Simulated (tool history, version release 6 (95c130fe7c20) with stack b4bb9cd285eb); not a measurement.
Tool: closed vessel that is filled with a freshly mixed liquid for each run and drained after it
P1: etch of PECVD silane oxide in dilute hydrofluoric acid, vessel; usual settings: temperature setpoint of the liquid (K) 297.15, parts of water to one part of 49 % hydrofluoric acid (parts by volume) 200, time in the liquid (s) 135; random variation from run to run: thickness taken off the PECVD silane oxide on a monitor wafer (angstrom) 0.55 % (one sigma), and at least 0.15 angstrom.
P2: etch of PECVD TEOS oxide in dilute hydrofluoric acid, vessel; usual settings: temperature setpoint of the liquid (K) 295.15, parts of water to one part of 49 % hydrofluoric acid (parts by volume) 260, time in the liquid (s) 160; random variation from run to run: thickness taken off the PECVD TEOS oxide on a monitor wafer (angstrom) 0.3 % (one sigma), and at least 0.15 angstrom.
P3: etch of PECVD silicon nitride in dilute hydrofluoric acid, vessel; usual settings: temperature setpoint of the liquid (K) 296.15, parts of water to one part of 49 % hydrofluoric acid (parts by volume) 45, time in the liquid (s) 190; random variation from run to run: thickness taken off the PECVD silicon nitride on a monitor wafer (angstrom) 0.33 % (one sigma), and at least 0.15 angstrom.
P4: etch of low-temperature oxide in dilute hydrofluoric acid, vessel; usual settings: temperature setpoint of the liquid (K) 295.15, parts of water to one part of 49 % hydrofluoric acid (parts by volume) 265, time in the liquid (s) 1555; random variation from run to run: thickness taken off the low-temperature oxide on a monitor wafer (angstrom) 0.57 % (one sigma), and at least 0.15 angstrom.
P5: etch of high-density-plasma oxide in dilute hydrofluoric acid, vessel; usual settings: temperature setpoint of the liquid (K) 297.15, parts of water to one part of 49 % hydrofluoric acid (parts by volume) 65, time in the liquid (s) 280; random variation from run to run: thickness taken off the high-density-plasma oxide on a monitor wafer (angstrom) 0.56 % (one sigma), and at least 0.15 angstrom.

| run | hour | process that ran | temperature setpoint of the liquid (K) | parts of water to one part of 49 % hydrofluoric acid (parts by volume) | time in the liquid (s) | thickness taken off the PECVD silane oxide on a monitor wafer (angstrom) | thickness taken off the low-temperature oxide on a monitor wafer (angstrom) | thickness taken off the high-density-plasma oxide on a monitor wafer (angstrom) | thickness taken off the PECVD TEOS oxide on a monitor wafer (angstrom) | thickness taken off the PECVD silicon nitride on a monitor wafer (angstrom) |
|---|---|---|---|---|---|---|---|---|---|---|
| 1 | 15.5 | P1 | 297.15 | 200 | 135 | 88.261 |  |  |  |  |
| 2 | 26 | P1 | 297.15 | 60 | 135 | 350.62 |  |  |  |  |
| 3 | 35 | P1 | 297.15 | 200 | 135 | 87.841 |  |  |  |  |
| 4 | 50.4 | P1 | 301.15 | 200 | 135 | 102.11 |  |  |  |  |
| 5 | 64.9 | P1 | 293.65 | 200 | 30 | 17.256 |  |  |  |  |
| 6 | 79.7 | P4 | 295.15 | 470 | 1555 |  | 277.22 |  |  |  |
| 7 | 87.6 | P5 | 304.15 | 65 | 280 |  |  | 293.02 |  |  |
| 8 | 95.5 | P1 | 291.15 | 200 | 135 | 70.805 |  |  |  |  |
| 9 | 104.2 | P2 | 290.15 | 260 | 160 |  |  |  | 82.941 |  |
| 10 | 117.8 | P1 | 297.15 | 200 | 30 | 19.554 |  |  |  |  |
| 11 | 130.4 | P1 | 297.15 | 200 | 135 | 88.161 |  |  |  |  |
| 12 | 144.6 | P5 | 297.15 | 65 | 280 |  |  | 224.71 |  |  |
| 13 | 152.8 | P5 | 297.15 | 110 | 280 |  |  | 125.32 |  |  |
| 14 | 168.6 | P1 | 297.15 | 350 | 135 | 43.823 |  |  |  |  |
| 15 | 178.6 | P4 | 295.15 | 265 | 615 |  | 234.14 |  |  |  |
| 16 | 189.4 | P2 | 295.15 | 260 | 310 |  |  |  | 194.63 |  |
| 17 | 204.7 | P3 | 290.15 | 45 | 190 |  |  |  |  | 58.883 |
| 18 | 212.3 | P5 | 297.15 | 65 | 105 |  |  | 83.657 |  |  |
| 19 | 228 | P3 | 296.15 | 25 | 190 |  |  |  |  | 158.72 |
| 20 | 236.7 | P2 | 295.15 | 260 | 160 |  |  |  | 100.79 |  |
| 21 | 251.2 | P1 | 297.15 | 200 | 135 | 88.696 |  |  |  |  |
| 22 | 266.4 | P1 | 297.15 | 200 | 200 | 131.83 |  |  |  |  |
| 23 | 274.4 | P2 | 295.15 | 360 | 160 |  |  |  | 66.773 |  |
| 24 | 283.4 | P4 | 295.15 | 265 | 1555 |  | 589.99 |  |  |  |
| 25 | 297.3 | P4 | 290.15 | 265 | 1555 |  | 488.6 |  |  |  |
| 26 | 312 | P3 | 296.15 | 45 | 305 |  |  |  |  | 145.17 |
| 27 | 319.6 | P1 | 297.15 | 200 | 135 | 88.698 |  |  |  |  |
| 28 | 327.3 | P4 | 295.15 | 265 | 1555 |  | 588.69 |  |  |  |
|  | 336.5 | hydrofluoric acid flow meter replaced |
| 29 | 337.8 | P5 | 297.15 | 65 | 280 |  |  | 224.24 |  |  |
| 30 | 351.7 | P1 | 297.15 | 200 | 135 | 88.93 |  |  |  |  |
| 31 | 366.9 | P3 | 296.15 | 45 | 190 |  |  |  |  | 90.708 |
| 32 | 374.4 | P1 | 297.15 | 200 | 135 | 89.573 |  |  |  |  |
| 33 | 381.8 | P1 | 297.15 | 200 | 135 | 90.62 |  |  |  |  |
| 34 | 395.2 | P1 | 297.15 | 200 | 135 | 91.738 |  |  |  |  |
| 35 | 405.1 | P1 | 297.15 | 200 | 135 | 92.58 |  |  |  |  |
| 36 | 420.5 | P1 | 297.15 | 200 | 135 | 94.094 |  |  |  |  |
| 37 | 432.6 | P1 | 297.15 | 200 | 135 | 94.664 |  |  |  |  |
| 38 | 445 | P1 | 297.15 | 200 | 135 | 94.026 |  |  |  |  |
| 39 | 459.9 | P1 | 297.15 | 200 | 135 | 94.094 |  |  |  |  |
| 40 | 475.7 | P1 | 297.15 | 200 | 135 | 94.767 |  |  |  |  |
| 41 | 487.3 | P1 | 297.15 | 200 | 135 | 94.395 |  |  |  |  |

What P1 gives has crept away from where it was. These 2 causes fit the log equally well, each at the size given:
A: hydrofluoric acid flow above the setpoint (%) = 5.61
B: liquid hotter than its thermometer reads (K) = 1.81
The creep began at about hour 374.4.

4 check runs are offered, one wafer each, their results left as question marks. Which one tells the causes apart?
| check 1 | 498.9 | P4 | 291.65 | 265 | 1555 |  | ? |  |  |  |
| check 2 | 498.9 | P2 | 292.15 | 345 | 160 |  |  |  | ? |  |
| check 3 | 498.9 | P3 | 296.15 | 45 | 270 |  |  |  |  | ? |
| check 4 | 498.9 | P5 | 297.15 | 110 | 280 |  |  | ? |  |  |

What each check would give under each cause:
| check | result | if A | if B |
|---|---|---|---|
| check 1 | thickness taken off the low-temperature oxide on a monitor wafer (angstrom) | 555.28 | 555.62 |
| check 2 | thickness taken off the PECVD TEOS oxide on a monitor wafer (angstrom) | 67.744 | 67.371 |
| check 3 | thickness taken off the PECVD silicon nitride on a monitor wafer (angstrom) | 134.69 | 144.35 |
| check 4 | thickness taken off the high-density-plasma oxide on a monitor wafer (angstrom) | 133.25 | 134.45 |
How far apart the two closest causes lie, in the result that separates them most: check 1 0.06 %; check 2 0.55 %; check 3 6.93 %; check 4 0.89 %
Only check 3 tells the causes apart: in the others they would give nearly the same result.

Check 3 was then run and gave: thickness taken off the PECVD silicon nitride on a monitor wafer (angstrom) 144.87. Which cause is it?

It is B: liquid hotter than its thermometer reads (K).

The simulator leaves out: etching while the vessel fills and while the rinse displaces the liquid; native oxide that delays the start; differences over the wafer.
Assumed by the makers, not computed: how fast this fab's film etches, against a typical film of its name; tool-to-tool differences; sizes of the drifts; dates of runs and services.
